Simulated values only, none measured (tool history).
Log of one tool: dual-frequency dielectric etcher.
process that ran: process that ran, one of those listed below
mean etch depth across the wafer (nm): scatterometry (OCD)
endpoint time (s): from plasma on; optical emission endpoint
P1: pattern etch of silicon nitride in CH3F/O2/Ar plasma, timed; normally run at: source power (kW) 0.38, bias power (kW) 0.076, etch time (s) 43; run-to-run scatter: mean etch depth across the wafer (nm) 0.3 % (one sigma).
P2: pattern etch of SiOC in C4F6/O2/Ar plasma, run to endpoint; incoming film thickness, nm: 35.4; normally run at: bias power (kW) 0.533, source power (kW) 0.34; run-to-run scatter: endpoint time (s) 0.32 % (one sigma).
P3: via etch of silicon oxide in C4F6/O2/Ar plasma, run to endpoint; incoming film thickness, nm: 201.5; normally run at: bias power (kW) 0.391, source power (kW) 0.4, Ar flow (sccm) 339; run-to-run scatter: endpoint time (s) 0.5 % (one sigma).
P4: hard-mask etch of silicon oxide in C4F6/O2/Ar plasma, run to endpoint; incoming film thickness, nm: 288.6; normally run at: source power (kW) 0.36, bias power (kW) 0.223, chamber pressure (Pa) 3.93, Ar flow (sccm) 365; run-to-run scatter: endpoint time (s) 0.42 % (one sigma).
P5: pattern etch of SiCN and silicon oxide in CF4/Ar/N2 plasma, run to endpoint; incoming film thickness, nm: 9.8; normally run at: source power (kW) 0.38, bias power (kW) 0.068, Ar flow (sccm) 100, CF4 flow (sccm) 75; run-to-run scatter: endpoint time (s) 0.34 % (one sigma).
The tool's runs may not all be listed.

run	hour	process that ran	source power (kW)	bias power (kW)	etch time (s)	Ar flow (sccm)	chamber pressure (Pa)	CF4 flow (sccm)	mean etch depth across the wafer (nm)	endpoint time (s)
1	9.9	P1	0.38	0.076	43				29.223	
2	26.3	P3	0.29	0.391		339				55.316
3	39.1	P4	0.51	0.223		365	3.93			78.029
4	52.6	P1	0.38	0.045	43				24.664	
5	64.1	P5	0.38	0.068		79		75		12.492
6	81.3	P1	0.22	0.057	43				21.535	
7	92.3	P2	0.34	0.663						11.947
8	108.7	P4	0.36	0.291		365	3.93			81.6
9	124.2	P1	0.38	0.076	43				29.16	
10	138.2	P5	0.38	0.068		100		75		12.912
11	151.3	P2	0.44	0.533						11.778
12	164.8	P1	0.38	0.076	43				29.209	
13	174.4	P3	0.4	0.391		266				47.755
14	190.8	P2	0.34	0.533						13.072
15	208	P1	0.38	0.076	43				29.316	
16	220.4	P1	0.38	0.076	23.5				15.982	
17	233.8	P4	0.36	0.223		365	4.93			91.408
18	244.3	P2	0.34	0.533						12.991
# hour 257.1: wet clean of the chamber
19	258.5	P3	0.4	0.391		339				49.528
20	270.6	P1	0.38	0.101	43				32.38	
21	286.7	P1	0.38	0.076	59.5				40.217	
22	299.2	P1	0.46	0.076	43				31.436	
23	315.1	P4	0.36	0.223		365	3.93			89.053
24	327.2	P5	0.29	0.068		100		75		16.535
25	336.3	P5	0.38	0.09		100		75		11.775
26	353.7	P3	0.4	0.551		339				43.568

Run 27 comes next. What will it give?
27	362.8	P4	0.36	0.223		298	3.93			?

Run 27 gave endpoint time (s) 87.383.

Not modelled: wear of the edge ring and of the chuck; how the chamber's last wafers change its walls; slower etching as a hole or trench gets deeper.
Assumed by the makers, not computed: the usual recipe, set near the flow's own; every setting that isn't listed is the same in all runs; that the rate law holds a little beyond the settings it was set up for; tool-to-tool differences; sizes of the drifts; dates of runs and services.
